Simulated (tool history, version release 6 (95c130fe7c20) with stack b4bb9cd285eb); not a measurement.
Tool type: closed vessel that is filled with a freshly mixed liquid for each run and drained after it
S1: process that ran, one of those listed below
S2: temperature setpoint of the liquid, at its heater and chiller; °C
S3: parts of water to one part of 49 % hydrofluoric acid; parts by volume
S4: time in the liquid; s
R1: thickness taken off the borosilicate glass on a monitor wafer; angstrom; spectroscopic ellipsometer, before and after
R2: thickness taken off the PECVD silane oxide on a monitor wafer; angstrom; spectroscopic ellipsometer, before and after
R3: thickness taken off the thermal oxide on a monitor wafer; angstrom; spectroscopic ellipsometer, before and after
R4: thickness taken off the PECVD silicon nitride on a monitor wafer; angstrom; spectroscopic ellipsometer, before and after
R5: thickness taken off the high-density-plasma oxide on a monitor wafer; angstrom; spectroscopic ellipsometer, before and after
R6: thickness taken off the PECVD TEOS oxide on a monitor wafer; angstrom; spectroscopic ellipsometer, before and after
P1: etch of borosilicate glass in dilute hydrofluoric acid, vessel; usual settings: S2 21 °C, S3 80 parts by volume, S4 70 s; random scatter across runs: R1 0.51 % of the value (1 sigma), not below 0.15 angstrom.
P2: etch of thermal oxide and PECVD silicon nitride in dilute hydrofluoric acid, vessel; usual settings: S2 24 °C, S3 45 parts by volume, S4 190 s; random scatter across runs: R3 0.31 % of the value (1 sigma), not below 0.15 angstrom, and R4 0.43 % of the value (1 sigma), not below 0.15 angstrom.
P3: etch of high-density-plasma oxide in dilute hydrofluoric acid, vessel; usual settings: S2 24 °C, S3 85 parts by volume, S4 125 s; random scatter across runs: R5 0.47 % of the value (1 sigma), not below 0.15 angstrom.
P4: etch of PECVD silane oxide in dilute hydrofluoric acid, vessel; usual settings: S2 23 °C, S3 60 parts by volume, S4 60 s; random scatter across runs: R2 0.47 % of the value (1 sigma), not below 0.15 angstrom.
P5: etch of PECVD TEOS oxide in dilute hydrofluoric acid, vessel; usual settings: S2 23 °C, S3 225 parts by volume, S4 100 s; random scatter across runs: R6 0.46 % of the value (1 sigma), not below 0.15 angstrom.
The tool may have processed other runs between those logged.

| run | day | S1 | S2 | S3 | S4 | R1 | R2 | R3 | R4 | R5 | R6 |
|---|---|---|---|---|---|---|---|---|---|---|---|
| 1 | 0.442 | P1 | 21 | 80 | 70 | 282.86 |  |  |  |  |  |
| 2 | 1.021 | P1 | 21 | 80 | 70 | 283.2 |  |  |  |  |  |
| 3 | 1.325 | P4 | 23 | 60 | 60 |  | 376.88 |  |  |  |  |
| 4 | 1.879 | P2 | 24 | 75 | 190 |  |  | 117.27 | 72.189 |  |  |
| 5 | 2.458 | P3 | 24 | 85 | 125 |  |  |  |  | 170.35 |  |
| 6 | 2.921 | P3 | 24 | 85 | 125 |  |  |  |  | 171.82 |  |
| 7 | 3.2 | P5 | 19 | 225 | 100 |  |  |  |  |  | 64.132 |
| 8 | 3.762 | P4 | 23 | 60 | 60 |  | 379.12 |  |  |  |  |
| 9 | 4.112 | P1 | 17 | 80 | 70 | 241.21 |  |  |  |  |  |
| 10 | 4.467 | P1 | 21 | 80 | 70 | 282.75 |  |  |  |  |  |
| 11 | 4.979 | P1 | 21 | 130 | 30 | 70.97 |  |  |  |  |  |
| 12 | 5.504 | P3 | 17 | 85 | 125 |  |  |  |  | 128.17 |  |
| 13 | 5.946 | P1 | 21 | 80 | 70 | 279.9 |  |  |  |  |  |
| 14 | 6.467 | P1 | 25 | 80 | 70 | 331.53 |  |  |  |  |  |
| 15 | 6.808 | P1 | 21 | 25 | 70 | 961.79 |  |  |  |  |  |
| 16 | 7.083 | P4 | 30.5 | 60 | 60 |  | 510.29 |  |  |  |  |
| 17 | 7.642 | P5 | 23 | 60 | 100 |  |  |  |  |  | 336.3 |
| 18 | 7.95 | P1 | 21 | 120 | 70 | 179.11 |  |  |  |  |  |
| 19 | 8.446 | P2 | 24 | 45 | 190 |  |  | 204.49 | 118.12 |  |  |
| 20 | 9.029 | P1 | 21 | 80 | 30 | 120.73 |  |  |  |  |  |
| 21 | 9.483 | P1 | 21 | 80 | 130 | 519.93 |  |  |  |  |  |
| 22 | 9.929 | P1 | 25.5 | 80 | 30 | 146.37 |  |  |  |  |  |
| 23 | 10.329 | P3 | 24 | 45 | 125 |  |  |  |  | 342.1 |  |
| 24 | 10.912 | P5 | 23 | 225 | 200 |  |  |  |  |  | 147.57 |
| 25 | 11.25 | P2 | 24 | 45 | 30 |  |  | 31.993 | 18.773 |  |  |
| 26 | 11.804 | P3 | 24 | 85 | 205 |  |  |  |  | 280.64 |  |
| 27 | 12.162 | P1 | 21 | 80 | 70 | 283.97 |  |  |  |  |  |
| 28 | 12.646 | P2 | 32 | 45 | 190 |  |  | 280.01 | 201.78 |  |  |
| 29 | 12.946 | P4 | 23 | 80 | 60 |  | 276.46 |  |  |  |  |
| 30 | 13.5 | P5 | 23 | 225 | 100 |  |  |  |  |  | 74.311 |
| 31 | 13.867 | P1 | 21 | 80 | 70 | 283.85 |  |  |  |  |  |
| 32 | 14.308 | P4 | 23 | 60 | 105 |  | 666.01 |  |  |  |  |
| 33 | 14.758 | P1 | 21 | 80 | 70 | 282.75 |  |  |  |  |  |
| 34 | 15.062 | P1 | 21 | 80 | 70 | 287.03 |  |  |  |  |  |
| 35 | 15.538 | P1 | 21 | 80 | 70 | 291.35 |  |  |  |  |  |
| 36 | 16.071 | P1 | 21 | 80 | 70 | 297.67 |  |  |  |  |  |
| 37 | 16.425 | P1 | 21 | 80 | 70 | 298.42 |  |  |  |  |  |
| 38 | 16.796 | P1 | 21 | 80 | 70 | 298.35 |  |  |  |  |  |
| 39 | 17.121 | P1 | 21 | 80 | 70 | 301.19 |  |  |  |  |  |
| 40 | 17.671 | P1 | 21 | 80 | 70 | 300.27 |  |  |  |  |  |
| 41 | 18.267 | P1 | 21 | 80 | 70 | 301.43 |  |  |  |  |  |
| 42 | 18.821 | P1 | 21 | 80 | 70 | 300.7 |  |  |  |  |  |

The log shows P1 creeping away from where it was. Any of the 2 causes listed here, at the size stated for it, fits the log just as well as the others:
A: liquid hotter than its thermometer reads (K) = 1.47
B: hydrofluoric acid flow above the setpoint (%) = 5.67
The process output started creeping at around day 14.758.

Of the 4 check runs listed below, each run on one wafer and each result written as a question mark, which would let you distinguish the listed causes because they would give clearly different results?
| check 1 | 19.375 | P2 | 31.5 | 45 | 190 |  |  | ? | ? |  |  |
| check 2 | 19.375 | P5 | 23 | 95 | 185 |  |  |  |  |  | ? |
| check 3 | 19.375 | P3 | 24 | 85 | 185 |  |  |  |  | ? |  |
| check 4 | 19.375 | P4 | 28.5 | 60 | 85 |  | ? |  |  |  |  |

If the cause were each of the candidates in turn, the checks would give the following:
| check | result | if A | if B |
|---|---|---|---|
| check 1 | R3 | 291.39 | 291.97 |
| check 1 | R4 | 213.47 | 205.27 |
| check 2 | R6 | 398.22 | 399.33 |
| check 3 | R5 | 267.66 | 268.3 |
| check 4 | R2 | 708.29 | 709.97 |
Gap, in per cent, between the two causes that each check separates least, read from the result that separates them most: check 1 3.91 %; check 2 0.28 %; check 3 0.24 %; check 4 0.24 %
The other checks would show nearly matching results whichever cause is true, so check 1 is the only one that separates the causes.

After running check 1, the following was obtained: R3 290.42 angstrom; R4 214.93 angstrom. Which cause does this point to?

It is A: liquid hotter than its thermometer reads (K).
